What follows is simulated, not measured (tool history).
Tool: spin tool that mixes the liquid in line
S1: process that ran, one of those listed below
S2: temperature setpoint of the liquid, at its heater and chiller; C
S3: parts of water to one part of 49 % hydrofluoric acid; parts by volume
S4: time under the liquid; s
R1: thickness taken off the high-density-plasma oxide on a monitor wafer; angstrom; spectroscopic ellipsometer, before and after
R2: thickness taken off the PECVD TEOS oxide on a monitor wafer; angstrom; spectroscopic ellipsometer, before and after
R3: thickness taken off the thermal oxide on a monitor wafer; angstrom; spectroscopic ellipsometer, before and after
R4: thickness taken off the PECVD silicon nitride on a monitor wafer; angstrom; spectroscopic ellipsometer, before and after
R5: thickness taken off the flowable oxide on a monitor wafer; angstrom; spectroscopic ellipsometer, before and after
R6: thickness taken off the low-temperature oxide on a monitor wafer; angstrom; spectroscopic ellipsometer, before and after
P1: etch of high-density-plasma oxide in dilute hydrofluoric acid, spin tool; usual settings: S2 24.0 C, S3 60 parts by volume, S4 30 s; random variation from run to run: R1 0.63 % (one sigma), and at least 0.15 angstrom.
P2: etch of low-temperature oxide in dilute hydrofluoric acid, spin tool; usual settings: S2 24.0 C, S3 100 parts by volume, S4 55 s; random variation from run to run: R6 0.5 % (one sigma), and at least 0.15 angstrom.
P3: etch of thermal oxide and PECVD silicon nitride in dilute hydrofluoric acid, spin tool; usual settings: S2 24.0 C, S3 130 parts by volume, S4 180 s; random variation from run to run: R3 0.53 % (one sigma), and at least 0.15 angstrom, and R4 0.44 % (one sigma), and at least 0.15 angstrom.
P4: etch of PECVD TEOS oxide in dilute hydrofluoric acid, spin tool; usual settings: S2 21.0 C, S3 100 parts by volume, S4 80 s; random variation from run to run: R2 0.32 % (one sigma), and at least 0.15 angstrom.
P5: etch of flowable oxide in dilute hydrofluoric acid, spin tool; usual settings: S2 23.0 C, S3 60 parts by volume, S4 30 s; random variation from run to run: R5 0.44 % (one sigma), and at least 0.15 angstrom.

| run | hour | S1 | S2 | S3 | S4 | R1 | R2 | R3 | R4 | R5 | R6 |
|---|---|---|---|---|---|---|---|---|---|---|---|
| 1 | 9.5 | P1 | 24.0 | 60 | 30 | 48.317 |  |  |  |  |  |
| 2 | 15.0 | P1 | 24.0 | 110 | 30 | 24.376 |  |  |  |  |  |
| 3 | 21.8 | P4 | 17.0 | 100 | 80 |  | 116.220 |  |  |  |  |
| 4 | 26.1 | P3 | 24.0 | 130 | 275 |  |  | 98.748 | 108.540 |  |  |
| 5 | 30.9 | P5 | 17.5 | 60 | 30 |  |  |  |  | 252.79 |  |
| 6 | 40.0 | P3 | 24.0 | 220 | 180 |  |  | 34.357 | 42.181 |  |  |
| 7 | 44.4 | P1 | 18.5 | 60 | 30 | 38.017 |  |  |  |  |  |
| 8 | 50.7 | P1 | 27.5 | 95 | 30 | 33.017 |  |  |  |  |  |
|  | 52.8 | thermometer replaced |
| 9 | 59.2 | P2 | 24.0 | 100 | 110 |  |  |  |  |  | 387.87 |
| 10 | 65.7 | P5 | 23.0 | 60 | 30 |  |  |  |  | 319.85 |  |
| 11 | 72.9 | P2 | 24.0 | 100 | 55 |  |  |  |  |  | 195.12 |
| 12 | 80.0 | P1 | 24.0 | 60 | 30 | 47.557 |  |  |  |  |  |
| 13 | 86.1 | P4 | 21.0 | 100 | 15 |  | 25.162 |  |  |  |  |
| 14 | 93.1 | P4 | 21.0 | 100 | 80 |  | 136.190 |  |  |  |  |
| 15 | 98.7 | P2 | 24.0 | 100 | 55 |  |  |  |  |  | 196.09 |
| 16 | 106.4 | P1 | 24.0 | 60 | 30 | 48.262 |  |  |  |  |  |
| 17 | 112.1 | P1 | 24.0 | 60 | 15 | 24.197 |  |  |  |  |  |
| 18 | 120.7 | P5 | 23.0 | 60 | 60 |  |  |  |  | 641.58 |  |
| 19 | 127.5 | P1 | 28.0 | 60 | 30 | 56.059 |  |  |  |  |  |
| 20 | 136.5 | P1 | 24.0 | 35 | 30 | 84.893 |  |  |  |  |  |
| 21 | 141.6 | P5 | 23.0 | 100 | 30 |  |  |  |  | 182.68 |  |
| 22 | 146.9 | P1 | 24.0 | 60 | 30 | 48.027 |  |  |  |  |  |
| 23 | 152.8 | P1 | 24.0 | 60 | 60 | 95.855 |  |  |  |  |  |
| 24 | 158.6 | P4 | 21.0 | 45 | 80 |  | 323.310 |  |  |  |  |
| 25 | 164.9 | P1 | 24.0 | 60 | 30 | 47.797 |  |  |  |  |  |
| 26 | 171.1 | P3 | 29.0 | 130 | 180 |  |  | 77.940 | 96.909 |  |  |
| 27 | 177.8 | P3 | 24.0 | 130 | 180 |  |  | 64.875 | 70.603 |  |  |
| 28 | 183.6 | P1 | 24.0 | 100 | 60 | 54.168 |  |  |  |  |  |
| 29 | 190.2 | P1 | 24.0 | 60 | 30 | 47.544 |  |  |  |  |  |
| 30 | 199.3 | P2 | 24.0 | 30 | 55 |  |  |  |  |  | 720.42 |
| 31 | 204.5 | P2 | 19.0 | 100 | 55 |  |  |  |  |  | 159.86 |
| 32 | 210.1 | P1 | 24.0 | 60 | 30 | 48.316 |  |  |  |  |  |
| 33 | 216.6 | P1 | 24.0 | 60 | 30 | 46.051 |  |  |  |  |  |
| 34 | 222.1 | P1 | 24.0 | 60 | 30 | 45.453 |  |  |  |  |  |
| 35 | 226.8 | P1 | 24.0 | 60 | 30 | 45.266 |  |  |  |  |  |
| 36 | 232.2 | P1 | 24.0 | 60 | 30 | 44.832 |  |  |  |  |  |
| 37 | 236.6 | P1 | 24.0 | 60 | 30 | 44.645 |  |  |  |  |  |
| 38 | 242.9 | P1 | 24.0 | 60 | 30 | 44.587 |  |  |  |  |  |
| 39 | 251.8 | P1 | 24.0 | 60 | 30 | 44.593 |  |  |  |  |  |
| 40 | 259.3 | P1 | 24.0 | 60 | 30 | 44.053 |  |  |  |  |  |
| 41 | 269.0 | P1 | 24.0 | 60 | 30 | 43.890 |  |  |  |  |  |
| 42 | 277.9 | P1 | 24.0 | 60 | 30 | 44.292 |  |  |  |  |  |

What P1 gives has crept away from where it was. These 2 causes fit the log equally well, each at the size given:
A: liquid colder than its thermometer reads (K) = 1.89
B: hydrofluoric acid flow below the setpoint (%) = 6.93
The creep began at about hour 210.1.

4 check runs are offered, one wafer each, their results left as question marks. Which one tells the causes apart?
| check 1 | 286.8 | P2 | 24.0 | 60 | 110 |  |  |  |  |  | ? |
| check 2 | 286.8 | P5 | 18.0 | 60 | 45 |  |  |  |  | ? |  |
| check 3 | 286.8 | P3 | 28.5 | 220 | 180 |  |  | ? | ? |  |  |
| check 4 | 286.8 | P4 | 21.0 | 65 | 15 |  | ? |  |  |  |  |

What each check would give under each cause:
| check | result | if A | if B |
|---|---|---|---|
| check 1 | R6 | 635.18 | 635.23 |
| check 2 | R5 | 358.59 | 360.29 |
| check 3 | R3 | 37.797 | 36.884 |
| check 3 | R4 | 49.496 | 51.611 |
| check 4 | R2 | 37.720 | 37.787 |
How far apart the two closest causes lie, in the result that separates them most: check 1 0.01 %; check 2 0.47 %; check 3 4.18 %; check 4 0.18 %
Only check 3 tells the causes apart: in the others they would give nearly the same result.

Then check 3 was run and gave: R3 37.337 angstrom; R4 49.806 angstrom. Which cause is it?

It is A: liquid colder than its thermometer reads (K).

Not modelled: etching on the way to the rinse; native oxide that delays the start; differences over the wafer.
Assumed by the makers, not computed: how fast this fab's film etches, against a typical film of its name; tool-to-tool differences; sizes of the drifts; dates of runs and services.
